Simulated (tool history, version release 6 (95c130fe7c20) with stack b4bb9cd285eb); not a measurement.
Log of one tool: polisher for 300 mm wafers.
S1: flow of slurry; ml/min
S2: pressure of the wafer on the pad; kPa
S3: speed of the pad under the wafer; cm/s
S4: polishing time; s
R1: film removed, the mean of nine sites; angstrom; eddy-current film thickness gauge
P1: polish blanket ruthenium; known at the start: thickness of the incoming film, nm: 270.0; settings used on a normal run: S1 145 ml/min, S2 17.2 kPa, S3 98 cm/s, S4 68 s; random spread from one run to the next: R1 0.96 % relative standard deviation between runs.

{"run": 1, "hour": 2.6, "S1": 145, "S2": 17.2, "S3": 98, "S4": 68, "R1": 1013.0}
{"run": 2, "hour": 6.7, "S1": 185, "S2": 17.2, "S3": 98, "S4": 68, "R1": 1055.3}
{"run": 3, "hour": 9.4, "S1": 85, "S2": 17.2, "S3": 98, "S4": 68, "R1": 899.49}
{"run": 4, "hour": 13.6, "S1": 145, "S2": 17.2, "S3": 66, "S4": 68, "R1": 687.56}
{"run": 5, "hour": 16.2, "S1": 145, "S2": 17.2, "S3": 98, "S4": 68, "R1": 1031.5}
{"run": 6, "hour": 21.6, "S1": 145, "S2": 17.2, "S3": 98, "S4": 68, "R1": 1022.5}
{"run": 7, "hour": 25.2, "S1": 145, "S2": 17.2, "S3": 154, "S4": 68, "R1": 1598.6}
{"run": 8, "hour": 28.5, "S1": 105, "S2": 21.4, "S3": 98, "S4": 68, "R1": 1174.1}
{"run": 9, "hour": 31.0, "S1": 145, "S2": 17.2, "S3": 98, "S4": 37, "R1": 561.03}
{"run": 10, "hour": 35.4, "S1": 145, "S2": 7.6, "S3": 98, "S4": 68, "R1": 445.06}
{"run": 11, "hour": 39.3, "S1": 145, "S2": 17.2, "S3": 98, "S4": 68, "R1": 1023.1}
{"run": 12, "hour": 42.6, "S1": 145, "S2": 24.8, "S3": 98, "S4": 68, "R1": 1468.6}
{"hour": 44.7, "done": "slurry nozzle cleaned"}
{"run": 13, "hour": 47.8, "S1": 145, "S2": 13.1, "S3": 98, "S4": 101, "R1": 1167.9}

What will run 14 give?
{"run": 14, "hour": 53.2, "S1": 145, "S2": 17.2, "S3": 98, "S4": 68, "R1": "?"}

{"run 14": {"R1": 1005.9}}

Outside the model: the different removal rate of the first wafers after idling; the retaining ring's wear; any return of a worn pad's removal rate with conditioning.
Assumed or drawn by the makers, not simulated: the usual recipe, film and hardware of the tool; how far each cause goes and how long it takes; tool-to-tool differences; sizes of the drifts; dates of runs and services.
